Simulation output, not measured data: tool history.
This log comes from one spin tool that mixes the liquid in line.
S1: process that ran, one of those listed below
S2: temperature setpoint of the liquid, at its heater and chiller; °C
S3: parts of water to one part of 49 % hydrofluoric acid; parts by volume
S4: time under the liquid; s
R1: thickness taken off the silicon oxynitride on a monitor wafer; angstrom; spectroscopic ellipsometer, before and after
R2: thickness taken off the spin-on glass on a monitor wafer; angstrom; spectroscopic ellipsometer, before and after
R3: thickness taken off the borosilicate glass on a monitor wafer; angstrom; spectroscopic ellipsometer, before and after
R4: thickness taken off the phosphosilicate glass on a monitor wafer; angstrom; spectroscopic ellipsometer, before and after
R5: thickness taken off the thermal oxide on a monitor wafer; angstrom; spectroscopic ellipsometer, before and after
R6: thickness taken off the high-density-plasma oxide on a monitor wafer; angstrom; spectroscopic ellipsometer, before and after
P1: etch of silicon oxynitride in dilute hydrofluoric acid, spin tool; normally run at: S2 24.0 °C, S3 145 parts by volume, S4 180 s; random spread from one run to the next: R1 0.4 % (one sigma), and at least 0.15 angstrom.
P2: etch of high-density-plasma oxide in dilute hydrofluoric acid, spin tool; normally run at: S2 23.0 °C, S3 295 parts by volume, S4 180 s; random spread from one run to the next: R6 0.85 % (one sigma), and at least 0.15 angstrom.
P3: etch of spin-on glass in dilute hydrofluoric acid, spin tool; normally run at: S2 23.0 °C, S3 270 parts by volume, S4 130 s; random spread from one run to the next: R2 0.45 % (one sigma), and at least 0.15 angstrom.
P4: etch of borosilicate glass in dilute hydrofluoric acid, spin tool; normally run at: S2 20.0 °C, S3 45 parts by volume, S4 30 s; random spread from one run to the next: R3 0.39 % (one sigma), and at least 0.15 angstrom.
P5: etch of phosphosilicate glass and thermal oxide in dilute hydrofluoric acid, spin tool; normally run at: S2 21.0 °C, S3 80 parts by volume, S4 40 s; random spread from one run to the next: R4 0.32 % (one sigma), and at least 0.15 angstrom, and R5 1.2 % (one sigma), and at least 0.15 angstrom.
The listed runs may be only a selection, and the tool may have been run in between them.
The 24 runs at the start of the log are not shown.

run 25 day=10.167 | S1=P1 S2=24.0 S3=70 S4=180 | R1=126.1600
run 26 day=10.650 | S1=P2 S2=23.0 S3=295 S4=180 | R6=25.748
run 27 day=11.000 | S1=P2 S2=23.0 S3=295 S4=355 | R6=50.048
run 28 day=11.333 | S1=P1 S2=24.0 S3=145 S4=45 | R1=14.1380
run 29 day=11.804 | S1=P4 S2=20.0 S3=45 S4=30 | R3=159.39
run 30 day=12.242 | S1=P2 S2=23.0 S3=55 S4=180 | R6=177.170
run 31 day=12.638 | S1=P1 S2=24.0 S3=145 S4=180 | R1=56.3680
run 32 day=13.096 | S1=P5 S2=21.0 S3=50 S4=40 | R4=584.61 R5=33.678
run 33 day=13.483 | S1=P2 S2=23.0 S3=295 S4=180 | R6=25.236
run 34 day=13.921 | S1=P5 S2=17.0 S3=80 S4=40 | R4=296.57 R5=16.880
run 35 day=14.271 | S1=P1 S2=24.0 S3=145 S4=180 | R1=56.6790
run 36 day=14.650 | S1=P1 S2=24.0 S3=145 S4=180 | R1=55.6730
run 37 day=14.933 | S1=P1 S2=24.0 S3=145 S4=180 | R1=54.9530
run 38 day=15.300 | S1=P1 S2=24.0 S3=145 S4=180 | R1=53.8480
run 39 day=15.796 | S1=P1 S2=24.0 S3=145 S4=180 | R1=53.2640
run 40 day=16.196 | S1=P1 S2=24.0 S3=145 S4=180 | R1=52.9790
run 41 day=16.725 | S1=P1 S2=24.0 S3=145 S4=180 | R1=53.0200

Run 42 is up next; what results do you expect?
run 42 day=17.088 | S1=P1 S2=24.0 S3=145 S4=180 | R1=?

{"run 42": {"R1": 52.282}}
